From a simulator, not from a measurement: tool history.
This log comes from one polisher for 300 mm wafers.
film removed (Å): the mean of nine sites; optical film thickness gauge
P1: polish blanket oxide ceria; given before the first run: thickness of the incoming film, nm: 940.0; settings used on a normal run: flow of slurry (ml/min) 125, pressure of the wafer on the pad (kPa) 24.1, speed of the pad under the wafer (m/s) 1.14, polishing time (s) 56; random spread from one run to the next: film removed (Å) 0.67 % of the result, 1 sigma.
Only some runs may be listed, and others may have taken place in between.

run	day	flow of slurry (ml/min)	pressure of the wafer on the pad (kPa)	speed of the pad under the wafer (m/s)	polishing time (s)	wafers polished on this pad	hours since the slurry nozzle was cleaned	hours since the head pressure was calibrated	film removed (Å)
1	0.304	125	24.1	1.14	56	210	103.8	175.9	2790.8
2	0.546	190	24.1	1.14	56	293	109.6	181.7	3014.6
3	0.821	125	24.1	1.80	56	387	116.2	188.3	4451.1
4	1.075	75	24.1	1.64	56	474	122.3	194.4	3502.5
5	1.542	125	24.1	1.14	56	634	133.5	205.6	2828.0
6	1.867	125	24.1	1.14	56	745	141.3	213.4	2806.1
7	2.079	125	24.1	1.14	56	818	146.4	218.5	2807.1
8	2.462	125	24.1	1.14	89	949	155.6	227.7	4423.1
# day 2.500: slurry nozzle cleaned
9	2.879	75	24.1	1.14	56	1092	9.2	237.7	2462.2
10	3.092	125	24.1	1.14	36	1165	14.3	242.8	1820.7
11	3.483	125	16.5	1.14	56	1299	23.7	252.2	1906.2
12	3.729	125	24.1	1.14	56	1383	29.6	258.1	2814.4
13	4.088	125	24.1	1.14	56	1506	38.2	266.7	2802.6
14	4.362	125	37.9	1.14	56	1600	44.8	273.3	4463.4
15	4.683	125	24.1	1.14	56	1710	52.5	281.0	2825.6
16	5.079	125	24.1	0.52	56	1846	62.0	290.5	1276.2
17	5.379	125	24.1	1.14	56	1949	69.2	297.7	2775.7
18	5.762	125	24.1	1.14	56	2080	78.4	306.9	2742.1
19	6.054	125	24.1	1.14	56	2180	85.4	313.9	2682.3
20	6.492	125	24.1	1.14	56	2330	95.9	324.4	2634.1
# day 6.679: head pressure recalibrated
21	6.700	125	24.1	1.14	56	2401	100.9	0.6	2635.6
22	6.950	125	24.1	1.14	56	2487	106.9	6.6	2604.7

Run 23 is up next; what results do you expect?
23	7.279	125	24.1	1.14	56	2600	114.8	14.5	?

film removed (Å): 2574.8
